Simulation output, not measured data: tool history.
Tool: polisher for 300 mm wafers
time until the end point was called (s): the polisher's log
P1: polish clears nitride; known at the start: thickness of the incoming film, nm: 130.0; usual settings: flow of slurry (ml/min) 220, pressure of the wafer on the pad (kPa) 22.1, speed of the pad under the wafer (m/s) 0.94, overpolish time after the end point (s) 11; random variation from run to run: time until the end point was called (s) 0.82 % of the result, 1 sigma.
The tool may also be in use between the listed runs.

run	hour	flow of slurry (ml/min)	pressure of the wafer on the pad (kPa)	speed of the pad under the wafer (m/s)	overpolish time after the end point (s)	wafers polished on this pad	hours since the slurry nozzle was cleaned	hours since the head pressure was calibrated	time until the end point was called (s)
1	13.9	220	22.1	0.94	11	645	222.6	325.1	132.31
2	25.5	220	22.1	0.48	11	713	234.2	336.7	255.62
3	35.8	220	12.4	0.94	11	773	244.5	347	229.26
4	54.1	220	22.1	0.94	11	881	262.8	365.3	130.35
5	70.6	220	22.1	1.38	11	978	279.3	381.8	89.088
6	89.7	305	22.1	0.94	22	1090	298.4	400.9	128.86
7	104.2	220	30.3	0.94	11	1175	312.9	415.4	95.11
8	122.9	220	22.1	0.94	22	1285	331.6	434.1	130.3
9	132.3	220	22.1	0.94	11	1340	341	443.5	133.22
10	150	325	10.3	0.94	11	1444	358.7	461.2	269.33
11	165.1	220	22.1	0.94	11	1533	373.8	476.3	132.79
12	177.3	130	22.1	0.94	11	1604	386	488.5	143.72
13	188.8	290	22.1	0.94	11	1672	397.5	500	126.55
14	205.7	220	22.1	0.94	3	1771	414.4	516.9	130.47
15	214.1	220	22.1	0.94	11	1820	422.8	525.3	131.8
16	225.4	220	22.1	0.94	11	1887	434.1	536.6	133.86
17	234.8	220	22.1	0.94	11	1942	443.5	546	134.97
18	246.4	220	22.1	0.94	11	2010	455.1	557.6	136.23
19	257	220	22.1	0.94	11	2072	465.7	568.2	138.57
# hour 272: head pressure recalibrated
20	273.4	220	22.1	0.94	11	2169	482.1	1.4	138.02
21	284.6	220	22.1	0.94	11	2234	493.3	12.6	139.9
22	296.1	220	22.1	0.94	11	2302	504.8	24.1	140.04

What P1 gives has crept away from where it was. These 2 causes fit the log equally well, each at the size given:
A: slurry flow missing at the pad, % = 29.4
B: removal rate lost through wear of the pad, % = 4.85
The creep began at about hour 225.4.
Why every other cause is out:
head's pressure below its setpoint, %: serviced at hour 272, which brought nothing back

4 check runs are offered, each on 5 wafers whose results are averaged, their results left as question marks. Which one tells the causes apart?
check 1	307.6	220	29	0.94	21				?
check 2	307.6	220	12.4	0.94	3				?
check 3	307.6	135	22.1	0.64	11				?
check 4	307.6	220	22.1	1.38	6				?

What each check would give under each cause:
check	result	if A	if B
check 1	time until the end point was called (s)	105.49	105.49
check 2	time until the end point was called (s)	246.13	246.14
check 3	time until the end point was called (s)	225.35	219.13
check 4	time until the end point was called (s)	94.307	94.309
How far apart the two closest causes lie, in the result that separates them most: check 1 0 %; check 2 0 %; check 3 2.8 %; check 4 0 %
Check 3 tells the causes apart: in the others they would give nearly the same result.

Check 3 was then run and gave: time until the end point was called (s) 223.74. Which cause is it?

It is A: slurry flow missing at the pad, %.
